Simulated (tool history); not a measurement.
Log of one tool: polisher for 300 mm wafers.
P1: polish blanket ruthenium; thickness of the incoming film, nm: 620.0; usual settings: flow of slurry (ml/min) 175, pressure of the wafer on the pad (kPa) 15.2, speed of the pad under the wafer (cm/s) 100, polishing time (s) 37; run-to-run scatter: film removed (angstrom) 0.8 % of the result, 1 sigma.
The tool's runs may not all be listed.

| run | hour | flow of slurry (ml/min) | pressure of the wafer on the pad (kPa) | speed of the pad under the wafer (cm/s) | polishing time (s) | film removed (angstrom) |
|---|---|---|---|---|---|---|
| 1 | 10 | 175 | 15.2 | 100 | 37 | 468.25 |
| 2 | 18.2 | 175 | 15.2 | 140 | 37 | 657.64 |
| 3 | 34.3 | 175 | 15.2 | 56 | 37 | 265.08 |
| 4 | 44.1 | 105 | 15.2 | 100 | 37 | 426.9 |
| 5 | 56.6 | 175 | 15.2 | 100 | 37 | 467.56 |
| 6 | 67 | 175 | 7.6 | 100 | 37 | 229.78 |
| 7 | 81.9 | 175 | 20 | 54 | 37 | 335.38 |
| 8 | 97.5 | 175 | 15.2 | 100 | 57 | 719.22 |
| 9 | 105.2 | 175 | 15.2 | 100 | 37 | 466.44 |
| 10 | 121.5 | 175 | 15.2 | 146 | 51 | 943.04 |
| 11 | 135.8 | 175 | 21.4 | 100 | 37 | 655.62 |

Run 12 comes next. What will it give?
| 12 | 143.4 | 220 | 15.2 | 100 | 37 | ? |

{"run 12": {"film removed (angstrom)": 479.02}}
